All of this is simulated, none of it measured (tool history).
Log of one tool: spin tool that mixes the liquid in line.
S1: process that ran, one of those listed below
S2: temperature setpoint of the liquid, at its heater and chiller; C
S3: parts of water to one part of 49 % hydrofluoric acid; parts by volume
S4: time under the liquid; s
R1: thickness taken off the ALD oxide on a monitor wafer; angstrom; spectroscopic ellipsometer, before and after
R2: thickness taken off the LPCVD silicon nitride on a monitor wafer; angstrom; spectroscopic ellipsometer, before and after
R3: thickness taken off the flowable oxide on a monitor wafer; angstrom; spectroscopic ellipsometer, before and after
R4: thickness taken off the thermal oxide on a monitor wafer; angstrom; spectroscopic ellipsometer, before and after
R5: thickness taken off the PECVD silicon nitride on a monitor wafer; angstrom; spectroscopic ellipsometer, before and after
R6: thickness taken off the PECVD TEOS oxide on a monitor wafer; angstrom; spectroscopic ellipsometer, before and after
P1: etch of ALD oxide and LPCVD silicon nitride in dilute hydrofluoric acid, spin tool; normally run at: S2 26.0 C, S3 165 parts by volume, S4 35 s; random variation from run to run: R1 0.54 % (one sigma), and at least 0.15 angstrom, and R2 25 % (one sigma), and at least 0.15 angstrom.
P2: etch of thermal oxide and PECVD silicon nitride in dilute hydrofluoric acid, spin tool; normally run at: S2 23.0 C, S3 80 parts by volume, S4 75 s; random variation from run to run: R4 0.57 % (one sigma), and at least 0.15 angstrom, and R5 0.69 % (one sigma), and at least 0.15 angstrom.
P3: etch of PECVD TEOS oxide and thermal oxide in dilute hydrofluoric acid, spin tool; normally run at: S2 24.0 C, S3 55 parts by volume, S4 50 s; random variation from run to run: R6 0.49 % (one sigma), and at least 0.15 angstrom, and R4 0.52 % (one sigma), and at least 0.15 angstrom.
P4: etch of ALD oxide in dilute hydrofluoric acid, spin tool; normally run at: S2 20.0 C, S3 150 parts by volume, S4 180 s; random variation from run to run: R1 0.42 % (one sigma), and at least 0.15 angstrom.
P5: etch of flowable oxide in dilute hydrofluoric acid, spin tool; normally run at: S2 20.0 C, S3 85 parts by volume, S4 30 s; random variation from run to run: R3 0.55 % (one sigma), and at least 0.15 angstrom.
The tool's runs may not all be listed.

run     day  S1    S2   S3   S4       R1       R2       R3      R4      R5       R6
  1   0.671  P1  26.0  165   35   67.657  0.62577
  2   1.371  P4  20.0  150  180   96.586
  3   1.929  P1  26.0  165   15   29.029  0.71674
  4   2.717  P4  20.0  150  365  196.910
  5   3.188  P5  20.0   85   15                     69.598
  6   3.658  P4  20.0  150  180   97.016
  7   4.154  P2  23.0   80  110                             64.638  58.296
  8   4.762  P1  26.0  280   35   35.024  0.61795
  9   5.250  P1  19.0  165   35   50.986  1.11310
 10   5.896  P4  20.0  205  180   67.356
 11   6.404  P2  23.0   80   75                             43.849  39.540
 12   7.188  P3  24.0   55   15                             13.310           24.073
 13   7.746  P1  26.0  165   35   67.727  0.86694
 14   8.367  P4  25.0  150  180  117.490
 15   8.733  P5  20.0   30   30                    425.890
 16   9.517  P3  24.0   55   50                             43.900           81.302
 17   9.975  P1  26.0  265   15   16.387  0.18127
 18  10.679  P2  23.0  120   75                             28.064  26.441
 19  11.408  P1  26.0  165   35   68.275  1.32630
 20  12.183  P3  32.5   55   50                             62.149          112.710
 21  12.600  P1  26.0  165   35   68.180  1.31120
 22  13.338  P3  24.0   90   50                             25.803           47.224
 23  13.921  P1  19.0  165   15   21.980  0.22534
 24  14.388  P1  26.0   80   35  154.490  2.12190
 25  15.038  P2  23.0   80   75                             44.275  39.473
 26  15.617  P5  20.0   85   30                    141.490
 27  16.317  P5  17.0   85   30                    124.750
 28  16.896  P2  17.0   80   75                             34.546  26.437
 29  17.283  P1  26.0  165   50   96.738  1.51740
 30  17.950  P1  34.0  165   35   89.721  1.44910
 31  18.696  P1  26.0  165   35   68.088  1.03430
 32  19.046  P1  26.0  165   35   68.051  0.83162
 33  19.562  P1  26.0  165   35   69.250  0.86591
 34  20.138  P1  26.0  165   35   70.189  1.29530
 35  20.788  P1  26.0  165   35   71.689  1.06080
 36  21.433  P1  26.0  165   35   71.656  1.36940
 37  21.983  P1  26.0  165   35   72.001  1.33900
 38  22.638  P1  26.0  165   35   72.581  1.14140
 39  23.433  P1  26.0  165   35   72.170  1.40190

What P1 gives has crept away from where it was. These 2 causes fit the log equally well, each at the size given:
A: hydrofluoric acid flow above the setpoint (%) = 5.17
B: liquid hotter than its thermometer reads (K) = 1.64
The creep began at about day 19.046.

4 check runs are offered, one wafer each, their results left as question marks. Which one tells the causes apart?
check 1  24.229  P3  24.0   55   50               ?       ?
check 2  24.229  P4  20.0  150  180   ?
check 3  24.229  P5  20.0   85   30           ?
check 4  24.229  P2  23.0   80   75               ?   ?

What each check would give under each cause:
  check  result     if A     if B
check 1      R4   46.519   47.122
check 1      R6   85.853   86.967
check 2      R1  102.570  103.260
check 3      R3  148.920  150.760
check 4      R4   46.898   47.407
check 4      R5   41.502   44.056
How far apart the two closest causes lie, in the result that separates them most: check 1 1.29 %; check 2 0.66 %; check 3 1.23 %; check 4 5.97 %
Check 4 tells the causes apart: in the others they would give nearly the same result.

Then check 4 was run and gave: R4 47.120 angstrom; R5 41.143 angstrom. Which cause is it?

It is A: hydrofluoric acid flow above the setpoint (%).
